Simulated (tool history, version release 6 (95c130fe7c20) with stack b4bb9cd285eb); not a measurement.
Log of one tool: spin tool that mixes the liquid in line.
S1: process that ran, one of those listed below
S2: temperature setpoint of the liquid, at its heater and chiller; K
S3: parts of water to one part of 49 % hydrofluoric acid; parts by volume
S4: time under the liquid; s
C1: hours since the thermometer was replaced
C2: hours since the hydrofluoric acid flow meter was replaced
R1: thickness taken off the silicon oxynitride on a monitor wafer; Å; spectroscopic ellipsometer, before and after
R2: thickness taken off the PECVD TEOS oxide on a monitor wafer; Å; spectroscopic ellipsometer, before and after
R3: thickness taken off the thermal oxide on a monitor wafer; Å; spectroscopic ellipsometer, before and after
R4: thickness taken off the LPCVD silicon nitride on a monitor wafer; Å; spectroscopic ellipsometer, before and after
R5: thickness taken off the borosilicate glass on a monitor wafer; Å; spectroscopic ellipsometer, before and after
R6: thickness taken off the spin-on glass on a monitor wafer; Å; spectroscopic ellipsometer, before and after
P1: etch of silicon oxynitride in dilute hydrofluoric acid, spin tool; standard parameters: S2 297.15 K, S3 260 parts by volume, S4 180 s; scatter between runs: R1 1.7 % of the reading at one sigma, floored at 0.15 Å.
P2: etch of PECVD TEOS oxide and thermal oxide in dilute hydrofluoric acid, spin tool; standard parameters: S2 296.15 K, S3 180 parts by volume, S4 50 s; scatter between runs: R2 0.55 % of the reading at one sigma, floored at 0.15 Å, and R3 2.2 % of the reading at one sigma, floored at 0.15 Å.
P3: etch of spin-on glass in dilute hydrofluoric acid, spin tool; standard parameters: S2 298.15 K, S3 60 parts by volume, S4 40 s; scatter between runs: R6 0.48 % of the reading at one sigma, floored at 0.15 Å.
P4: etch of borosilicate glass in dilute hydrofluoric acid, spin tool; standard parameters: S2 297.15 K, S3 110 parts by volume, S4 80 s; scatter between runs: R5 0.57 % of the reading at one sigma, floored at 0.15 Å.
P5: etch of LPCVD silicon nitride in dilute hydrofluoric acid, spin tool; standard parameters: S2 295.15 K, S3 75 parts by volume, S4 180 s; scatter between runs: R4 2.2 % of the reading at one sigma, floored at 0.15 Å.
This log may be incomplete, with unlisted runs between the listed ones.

run 1 hour=7.0 | S1=P1 S2=297.15 S3=260 S4=180 | C1=224.9 C2=590.5 | R1=15.4320
run 2 hour=11.1 | S1=P2 S2=296.15 S3=180 S4=50 | C1=229.0 C2=594.6 | R2=42.689 R3=11.190
run 3 hour=16.8 | S1=P2 S2=296.15 S3=180 S4=90 | C1=234.7 C2=600.3 | R2=77.423 R3=21.442
run 4 hour=22.7 | S1=P1 S2=297.15 S3=260 S4=180 | C1=240.6 C2=606.2 | R1=16.3040
run 5 hour=27.7 | S1=P5 S2=295.15 S3=75 S4=180 | C1=245.6 C2=611.2 | R4=10.070
run 6 hour=33.3 | S1=P4 S2=297.15 S3=110 S4=80 | C1=251.2 C2=616.8 | R5=252.63
run 7 hour=37.6 | S1=P1 S2=297.15 S3=260 S4=15 | C1=255.5 C2=621.1 | R1=1.3599
run 8 hour=44.4 | S1=P1 S2=297.15 S3=415 S4=180 | C1=262.3 C2=627.9 | R1=8.8135
run 9 hour=51.9 | S1=P5 S2=302.65 S3=75 S4=180 | C1=269.8 C2=635.4 | R4=16.562
run 10 hour=58.0 | S1=P1 S2=297.15 S3=260 S4=180 | C1=275.9 C2=641.5 | R1=16.0030
run 11 hour=62.0 | S1=P1 S2=301.15 S3=260 S4=180 | C1=279.9 C2=645.5 | R1=19.1210
run 12 hour=68.8 | S1=P4 S2=290.65 S3=110 S4=80 | C1=286.7 C2=652.3 | R5=194.66
run 13 hour=73.8 | S1=P5 S2=295.15 S3=75 S4=180 | C1=291.7 C2=657.3 | R4=10.158
run 14 hour=81.1 | S1=P1 S2=297.15 S3=260 S4=180 | C1=299.0 C2=664.6 | R1=15.9000
-- hour=83.0 thermometer replaced
run 15 hour=85.0 | S1=P4 S2=297.15 S3=155 S4=80 | C1=2.0 C2=668.5 | R5=170.74
run 16 hour=92.2 | S1=P3 S2=298.15 S3=60 S4=40 | C1=9.2 C2=675.7 | R6=317.85
run 17 hour=98.5 | S1=P1 S2=297.15 S3=150 S4=180 | C1=15.5 C2=682.0 | R1=30.3860
run 18 hour=104.7 | S1=P2 S2=296.15 S3=180 S4=50 | C1=21.7 C2=688.2 | R2=43.205 R3=11.542
run 19 hour=113.2 | S1=P4 S2=297.15 S3=110 S4=80 | C1=30.2 C2=696.7 | R5=254.65
run 20 hour=118.4 | S1=P5 S2=295.15 S3=75 S4=360 | C1=35.4 C2=701.9 | R4=19.508
-- hour=120.1 hydrofluoric acid flow meter replaced
run 21 hour=125.2 | S1=P5 S2=295.15 S3=25 S4=180 | C1=42.2 C2=5.2 | R4=28.935
run 22 hour=131.4 | S1=P3 S2=298.15 S3=60 S4=60 | C1=48.4 C2=11.4 | R6=475.59
run 23 hour=139.0 | S1=P1 S2=290.15 S3=260 S4=180 | C1=56.0 C2=19.0 | R1=10.9760
run 24 hour=146.3 | S1=P3 S2=292.15 S3=60 S4=40 | C1=63.3 C2=26.3 | R6=245.15
run 25 hour=150.5 | S1=P4 S2=297.15 S3=110 S4=155 | C1=67.5 C2=30.5 | R5=494.42
run 26 hour=155.1 | S1=P3 S2=298.15 S3=100 S4=40 | C1=72.1 C2=35.1 | R6=180.83
run 27 hour=160.3 | S1=P1 S2=297.15 S3=260 S4=280 | C1=77.3 C2=40.3 | R1=23.8740
run 28 hour=165.9 | S1=P1 S2=297.15 S3=110 S4=260 | C1=82.9 C2=45.9 | R1=60.1490
run 29 hour=174.1 | S1=P2 S2=302.15 S3=180 S4=50 | C1=91.1 C2=54.1 | R2=53.918 R3=14.250
run 30 hour=178.7 | S1=P2 S2=296.15 S3=45 S4=50 | C1=95.7 C2=58.7 | R2=200.290 R3=54.538
run 31 hour=184.1 | S1=P1 S2=297.15 S3=260 S4=180 | C1=101.1 C2=64.1 | R1=15.3490
run 32 hour=190.8 | S1=P1 S2=297.15 S3=260 S4=180 | C1=107.8 C2=70.8 | R1=14.9170
run 33 hour=197.6 | S1=P1 S2=297.15 S3=260 S4=180 | C1=114.6 C2=77.6 | R1=14.7700
run 34 hour=204.5 | S1=P1 S2=297.15 S3=260 S4=180 | C1=121.5 C2=84.5 | R1=14.3030
run 35 hour=212.3 | S1=P1 S2=297.15 S3=260 S4=180 | C1=129.3 C2=92.3 | R1=14.4980
run 36 hour=220.4 | S1=P1 S2=297.15 S3=260 S4=180 | C1=137.4 C2=100.4 | R1=14.0800
run 37 hour=226.7 | S1=P1 S2=297.15 S3=260 S4=180 | C1=143.7 C2=106.7 | R1=14.2970
run 38 hour=232.3 | S1=P1 S2=297.15 S3=260 S4=180 | C1=149.3 C2=112.3 | R1=14.1760

P1 no longer gives what it gave before; its output has crept away from where it was. The following 2 causes, each at its listed size, fit the log equally well:
A: liquid colder than its thermometer reads (K) = 2.28
B: hydrofluoric acid flow below the setpoint (%) = 8.03
The drift started at roughly hour 184.1.

Consider the 4 check runs below, whose results appear as question marks and each of which averages 5 wafers. Which one distinguishes the causes, in that each cause would give it a clearly different result?
run check 1 hour=237.9 | S1=P2 S2=296.15 S3=70 S4=85 | R2=? R3=?
run check 2 hour=237.9 | S1=P4 S2=293.15 S3=110 S4=150 | R5=?
run check 3 hour=237.9 | S1=P3 S2=295.15 S3=60 S4=40 | R6=?
run check 4 hour=237.9 | S1=P5 S2=295.15 S3=30 S4=180 | R4=?

If the cause were each of the candidates in turn, the checks would give the following:
check=check_1 result=R2 if_A=194.170 if_B=194.700
check=check_1 result=R3 if_A=52.972 if_B=53.116
check=check_2 result=R5 if_A=369.24 if_B=369.19
check=check_3 result=R6 if_A=255.07 if_B=256.42
check=check_4 result=R4 if_A=21.176 if_B=22.894
How far apart the two closest causes lie, in the result that separates them most: check 1 0.27 %; check 2 0.01 %; check 3 0.53 %; check 4 7.8 %
Of the check runs offered, only check 4 discriminates between the causes; the rest would read about the same regardless of which cause applies.

Check 4 was carried out, with these results: R4 22.549 Å. Which of the listed causes is responsible?

The correct cause is B, namely: hydrofluoric acid flow below the setpoint (%).

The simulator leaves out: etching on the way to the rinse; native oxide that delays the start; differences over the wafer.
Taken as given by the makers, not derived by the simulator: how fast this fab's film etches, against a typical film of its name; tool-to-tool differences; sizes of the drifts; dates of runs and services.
